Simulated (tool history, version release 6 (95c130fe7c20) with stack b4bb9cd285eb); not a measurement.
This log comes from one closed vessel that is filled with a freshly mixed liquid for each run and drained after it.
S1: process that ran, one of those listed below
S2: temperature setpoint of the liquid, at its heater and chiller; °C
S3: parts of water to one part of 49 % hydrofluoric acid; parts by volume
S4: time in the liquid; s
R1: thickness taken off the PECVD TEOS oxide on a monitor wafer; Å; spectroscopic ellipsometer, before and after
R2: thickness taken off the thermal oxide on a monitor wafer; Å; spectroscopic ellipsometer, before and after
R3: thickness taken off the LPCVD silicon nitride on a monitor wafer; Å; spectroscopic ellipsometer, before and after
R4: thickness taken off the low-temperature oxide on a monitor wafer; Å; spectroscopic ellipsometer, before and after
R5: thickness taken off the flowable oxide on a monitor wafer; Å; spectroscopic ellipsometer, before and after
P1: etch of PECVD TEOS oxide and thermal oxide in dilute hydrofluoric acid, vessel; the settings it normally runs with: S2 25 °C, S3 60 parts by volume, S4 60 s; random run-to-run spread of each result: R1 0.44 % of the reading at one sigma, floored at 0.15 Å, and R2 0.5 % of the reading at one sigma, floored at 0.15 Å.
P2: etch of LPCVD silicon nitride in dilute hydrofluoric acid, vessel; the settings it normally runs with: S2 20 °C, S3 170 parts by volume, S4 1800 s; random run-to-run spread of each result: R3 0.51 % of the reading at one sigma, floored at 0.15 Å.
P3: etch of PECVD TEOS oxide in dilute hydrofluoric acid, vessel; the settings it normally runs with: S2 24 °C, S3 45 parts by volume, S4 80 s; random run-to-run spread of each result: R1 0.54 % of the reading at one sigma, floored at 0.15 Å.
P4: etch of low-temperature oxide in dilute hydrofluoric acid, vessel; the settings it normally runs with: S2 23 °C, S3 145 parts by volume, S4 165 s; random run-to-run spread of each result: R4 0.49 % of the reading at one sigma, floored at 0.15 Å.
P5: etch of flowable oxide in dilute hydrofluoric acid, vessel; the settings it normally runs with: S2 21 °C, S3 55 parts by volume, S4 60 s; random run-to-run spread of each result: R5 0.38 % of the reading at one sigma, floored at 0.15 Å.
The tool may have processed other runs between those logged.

run 1 hour=11.9 | S1=P1 S2=25 S3=60 S4=60 | R1=214.23 R2=47.489
run 2 hour=27.2 | S1=P2 S2=28 S3=170 S4=1800 | R3=70.336
run 3 hour=35.5 | S1=P4 S2=23 S3=145 S4=165 | R4=312.38
run 4 hour=46.2 | S1=P1 S2=25 S3=60 S4=35 | R1=125.98 R2=27.746
run 5 hour=56.8 | S1=P5 S2=27.5 S3=55 S4=60 | R5=568.08
run 6 hour=65.8 | S1=P1 S2=20 S3=60 S4=60 | R1=175.84 R2=38.969
run 7 hour=81.9 | S1=P1 S2=25 S3=105 S4=60 | R1=114.97 R2=25.645
run 8 hour=90.9 | S1=P1 S2=20.5 S3=60 S4=30 | R1=89.261 R2=19.779
run 9 hour=103.5 | S1=P4 S2=29.5 S3=145 S4=165 | R4=396.21
run 10 hour=117.7 | S1=P3 S2=24 S3=30 S4=80 | R1=286.98
run 11 hour=133 | S1=P1 S2=25 S3=60 S4=60 | R1=214.73 R2=47.694
run 12 hour=141.3 | S1=P3 S2=24 S3=45 S4=80 | R1=187.22
run 13 hour=152.3 | S1=P2 S2=20 S3=170 S4=1800 | R3=41.808
run 14 hour=165.3 | S1=P1 S2=25 S3=60 S4=60 | R1=216.12 R2=47.355
run 15 hour=177.7 | S1=P1 S2=25 S3=60 S4=105 | R1=374.81 R2=83.031
run 16 hour=190.1 | S1=P1 S2=25 S3=60 S4=60 | R1=216.61 R2=47.506
run 17 hour=206.2 | S1=P3 S2=24 S3=45 S4=35 | R1=83.096
run 18 hour=216.2 | S1=P3 S2=28 S3=45 S4=80 | R1=221.2
run 19 hour=228.1 | S1=P4 S2=23 S3=145 S4=55 | R4=104.14
run 20 hour=238.1 | S1=P5 S2=21 S3=85 S4=60 | R5=272.56
run 21 hour=252.7 | S1=P1 S2=31.5 S3=95 S4=60 | R1=167.31 R2=36.819
run 22 hour=269.2 | S1=P5 S2=21 S3=55 S4=30 | R5=218.32
run 23 hour=284.9 | S1=P4 S2=23 S3=145 S4=165 | R4=311.12
run 24 hour=295.7 | S1=P1 S2=25 S3=35 S4=60 | R1=382.65 R2=84.774
run 25 hour=308.7 | S1=P4 S2=23 S3=90 S4=165 | R4=539.54
run 26 hour=321.2 | S1=P2 S2=20 S3=275 S4=1800 | R3=26.385
run 27 hour=340 | S1=P2 S2=20 S3=170 S4=1800 | R3=41.993
run 28 hour=355.9 | S1=P1 S2=25 S3=60 S4=60 | R1=216.4 R2=47.336
run 29 hour=374.7 | S1=P1 S2=28.5 S3=60 S4=60 | R1=246.42 R2=54.503
run 30 hour=391 | S1=P5 S2=21 S3=55 S4=60 | R5=436.58
run 31 hour=409.5 | S1=P2 S2=20 S3=170 S4=315 | R3=7.2542
run 32 hour=420.5 | S1=P1 S2=25 S3=60 S4=60 | R1=216.05 R2=47.976
run 33 hour=431.6 | S1=P1 S2=25 S3=60 S4=60 | R1=218.46 R2=48.699
run 34 hour=446 | S1=P1 S2=25 S3=60 S4=60 | R1=223.42 R2=49.565
run 35 hour=454.1 | S1=P1 S2=25 S3=60 S4=60 | R1=223.92 R2=49.266
run 36 hour=466.4 | S1=P1 S2=25 S3=60 S4=60 | R1=225.17 R2=49.366
run 37 hour=482.4 | S1=P1 S2=25 S3=60 S4=60 | R1=228.08 R2=49.602
run 38 hour=493.1 | S1=P1 S2=25 S3=60 S4=60 | R1=227.98 R2=50.499
run 39 hour=504.3 | S1=P1 S2=25 S3=60 S4=60 | R1=228.33 R2=50.339
run 40 hour=522.1 | S1=P1 S2=25 S3=60 S4=60 | R1=228.79 R2=50.528
run 41 hour=538.9 | S1=P1 S2=25 S3=60 S4=60 | R1=229.37 R2=50.814
run 42 hour=554 | S1=P1 S2=25 S3=60 S4=60 | R1=229.48 R2=50.624
run 43 hour=566.2 | S1=P1 S2=25 S3=60 S4=60 | R1=229.16 R2=50.595

What P1 gives has crept away from where it was. These 2 causes fit the log equally well, each at the size given:
A: hydrofluoric acid flow above the setpoint (%) = 5.76
B: liquid hotter than its thermometer reads (K) = 1.5
Onset of the creep was near hour 420.5.

Consider the 4 single-wafer check runs listed below, results given as question marks: which one distinguishes between the causes by giving clearly different results for each?
run check 1 hour=578.4 | S1=P3 S2=24 S3=45 S4=80 | R1=?
run check 2 hour=578.4 | S1=P5 S2=21 S3=55 S4=60 | R5=?
run check 3 hour=578.4 | S1=P4 S2=23 S3=145 S4=165 | R4=?
run check 4 hour=578.4 | S1=P2 S2=20 S3=170 S4=1800 | R3=?

Expected result of each check under each candidate cause:
check=check_1 result=R1 if_A=199.62 if_B=200.1
check=check_2 result=R5 if_A=463.34 if_B=464.65
check=check_3 result=R4 if_A=332.7 if_B=330.29
check=check_4 result=R3 if_A=44.329 if_B=46.337
Minimum pairwise separation of causes per check, each pair taken at its best-separating result: check 1 0.24 %; check 2 0.28 %; check 3 0.73 %; check 4 4.43 %
Check 4 distinguishes between the causes, while the remaining checks would return nearly the same result for all of them.

Check 4 was then run and gave: R3 45.94 Å. Which cause is it?

Of the candidate causes, it is B: liquid hotter than its thermometer reads (K).
